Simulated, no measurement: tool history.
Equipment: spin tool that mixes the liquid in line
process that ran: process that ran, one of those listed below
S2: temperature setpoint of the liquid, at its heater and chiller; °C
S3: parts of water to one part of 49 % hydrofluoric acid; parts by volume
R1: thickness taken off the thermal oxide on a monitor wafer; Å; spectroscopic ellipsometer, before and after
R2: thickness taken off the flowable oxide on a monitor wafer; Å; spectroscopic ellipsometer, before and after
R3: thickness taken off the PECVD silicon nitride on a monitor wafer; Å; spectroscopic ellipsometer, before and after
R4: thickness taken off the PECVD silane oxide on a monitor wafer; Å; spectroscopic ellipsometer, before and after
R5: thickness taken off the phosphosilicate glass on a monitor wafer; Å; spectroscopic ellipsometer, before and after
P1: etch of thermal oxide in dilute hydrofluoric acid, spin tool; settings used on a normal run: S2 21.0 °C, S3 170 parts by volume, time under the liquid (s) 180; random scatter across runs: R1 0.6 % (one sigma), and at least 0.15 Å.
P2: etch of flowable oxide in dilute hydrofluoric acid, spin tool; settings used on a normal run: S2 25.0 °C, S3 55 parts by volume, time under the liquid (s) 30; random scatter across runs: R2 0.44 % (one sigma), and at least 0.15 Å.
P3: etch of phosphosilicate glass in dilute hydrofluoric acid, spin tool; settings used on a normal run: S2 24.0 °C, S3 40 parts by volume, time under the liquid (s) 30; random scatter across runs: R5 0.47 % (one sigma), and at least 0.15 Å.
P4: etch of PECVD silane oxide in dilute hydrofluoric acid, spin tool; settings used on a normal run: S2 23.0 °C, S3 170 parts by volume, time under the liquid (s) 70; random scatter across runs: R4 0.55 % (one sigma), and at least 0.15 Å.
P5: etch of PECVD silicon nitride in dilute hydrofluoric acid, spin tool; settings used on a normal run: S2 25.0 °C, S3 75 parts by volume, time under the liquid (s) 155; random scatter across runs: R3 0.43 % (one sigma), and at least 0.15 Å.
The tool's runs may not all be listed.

run 1 hour=10.0 | process_that_ran=P1 S2=21.0 S3=170 time_under_the_liquid_(s)=180 | R1=40.2700
run 2 hour=20.0 | process_that_ran=P2 S2=30.5 S3=55 time_under_the_liquid_(s)=30 | R2=363.73
run 3 hour=31.2 | process_that_ran=P5 S2=25.0 S3=20 time_under_the_liquid_(s)=155 | R3=446.590
run 4 hour=41.4 | process_that_ran=P5 S2=30.0 S3=75 time_under_the_liquid_(s)=155 | R3=172.800
run 5 hour=58.9 | process_that_ran=P4 S2=17.0 S3=170 time_under_the_liquid_(s)=70 | R4=111.630
run 6 hour=74.8 | process_that_ran=P1 S2=21.0 S3=170 time_under_the_liquid_(s)=360 | R1=80.2200
run 7 hour=90.1 | process_that_ran=P2 S2=25.0 S3=55 time_under_the_liquid_(s)=30 | R2=292.19
run 8 hour=99.9 | process_that_ran=P1 S2=21.0 S3=170 time_under_the_liquid_(s)=50 | R1=11.2350
run 9 hour=116.7 | process_that_ran=P1 S2=21.0 S3=170 time_under_the_liquid_(s)=180 | R1=40.0970
run 10 hour=129.0 | process_that_ran=P1 S2=21.0 S3=240 time_under_the_liquid_(s)=180 | R1=26.5400
run 11 hour=144.8 | process_that_ran=P4 S2=23.0 S3=170 time_under_the_liquid_(s)=70 | R4=141.700
run 12 hour=160.5 | process_that_ran=P1 S2=21.0 S3=40 time_under_the_liquid_(s)=180 | R1=199.6000
run 13 hour=173.4 | process_that_ran=P5 S2=25.0 S3=75 time_under_the_liquid_(s)=15 | R3=12.021
run 14 hour=183.5 | process_that_ran=P4 S2=23.0 S3=170 time_under_the_liquid_(s)=15 | R4=30.522
run 15 hour=199.8 | process_that_ran=P4 S2=23.0 S3=170 time_under_the_liquid_(s)=70 | R4=140.130
run 16 hour=208.2 | process_that_ran=P4 S2=23.0 S3=290 time_under_the_liquid_(s)=70 | R4=73.088
run 17 hour=224.5 | process_that_ran=P3 S2=24.0 S3=40 time_under_the_liquid_(s)=30 | R5=1012.40
run 18 hour=235.6 | process_that_ran=P1 S2=28.0 S3=170 time_under_the_liquid_(s)=180 | R1=52.6820
run 19 hour=250.0 | process_that_ran=P1 S2=21.0 S3=170 time_under_the_liquid_(s)=180 | R1=40.3400
run 20 hour=261.2 | process_that_ran=P3 S2=28.5 S3=40 time_under_the_liquid_(s)=30 | R5=1209.50
run 21 hour=273.1 | process_that_ran=P1 S2=21.0 S3=115 time_under_the_liquid_(s)=255 | R1=88.9730
run 22 hour=284.9 | process_that_ran=P5 S2=25.0 S3=75 time_under_the_liquid_(s)=155 | R3=125.190
run 23 hour=297.1 | process_that_ran=P3 S2=24.0 S3=40 time_under_the_liquid_(s)=55 | R5=1849.90
run 24 hour=308.7 | process_that_ran=P1 S2=21.0 S3=170 time_under_the_liquid_(s)=180 | R1=39.9090
run 25 hour=325.2 | process_that_ran=P2 S2=25.0 S3=55 time_under_the_liquid_(s)=50 | R2=490.65
run 26 hour=341.6 | process_that_ran=P1 S2=21.0 S3=265 time_under_the_liquid_(s)=40 | R1=5.0034
run 27 hour=350.6 | process_that_ran=P1 S2=21.0 S3=45 time_under_the_liquid_(s)=100 | R1=97.8580
run 28 hour=361.1 | process_that_ran=P2 S2=25.0 S3=55 time_under_the_liquid_(s)=30 | R2=291.10
run 29 hour=373.1 | process_that_ran=P1 S2=21.0 S3=170 time_under_the_liquid_(s)=180 | R1=40.3170
run 30 hour=380.9 | process_that_ran=P1 S2=21.0 S3=170 time_under_the_liquid_(s)=180 | R1=39.9960
run 31 hour=390.3 | process_that_ran=P1 S2=17.0 S3=170 time_under_the_liquid_(s)=180 | R1=34.0490
run 32 hour=404.6 | process_that_ran=P3 S2=24.0 S3=70 time_under_the_liquid_(s)=30 | R5=555.98
run 33 hour=419.3 | process_that_ran=P1 S2=21.0 S3=170 time_under_the_liquid_(s)=180 | R1=39.9170
run 34 hour=430.1 | process_that_ran=P2 S2=25.0 S3=100 time_under_the_liquid_(s)=30 | R2=152.27
run 35 hour=447.2 | process_that_ran=P1 S2=21.0 S3=170 time_under_the_liquid_(s)=180 | R1=40.4230
run 36 hour=463.3 | process_that_ran=P1 S2=21.0 S3=170 time_under_the_liquid_(s)=180 | R1=39.5510
run 37 hour=474.0 | process_that_ran=P1 S2=21.0 S3=170 time_under_the_liquid_(s)=180 | R1=39.0180
run 38 hour=486.3 | process_that_ran=P1 S2=21.0 S3=170 time_under_the_liquid_(s)=180 | R1=38.9430
run 39 hour=497.9 | process_that_ran=P1 S2=21.0 S3=170 time_under_the_liquid_(s)=180 | R1=38.6290
run 40 hour=506.6 | process_that_ran=P1 S2=21.0 S3=170 time_under_the_liquid_(s)=180 | R1=38.5260
run 41 hour=515.2 | process_that_ran=P1 S2=21.0 S3=170 time_under_the_liquid_(s)=180 | R1=37.7870

What does the tool deliver on the next run?
run 42 hour=527.5 | process_that_ran=P1 S2=21.0 S3=170 time_under_the_liquid_(s)=180 | R1=?

Run 42 measured R1 38.3480 Å.

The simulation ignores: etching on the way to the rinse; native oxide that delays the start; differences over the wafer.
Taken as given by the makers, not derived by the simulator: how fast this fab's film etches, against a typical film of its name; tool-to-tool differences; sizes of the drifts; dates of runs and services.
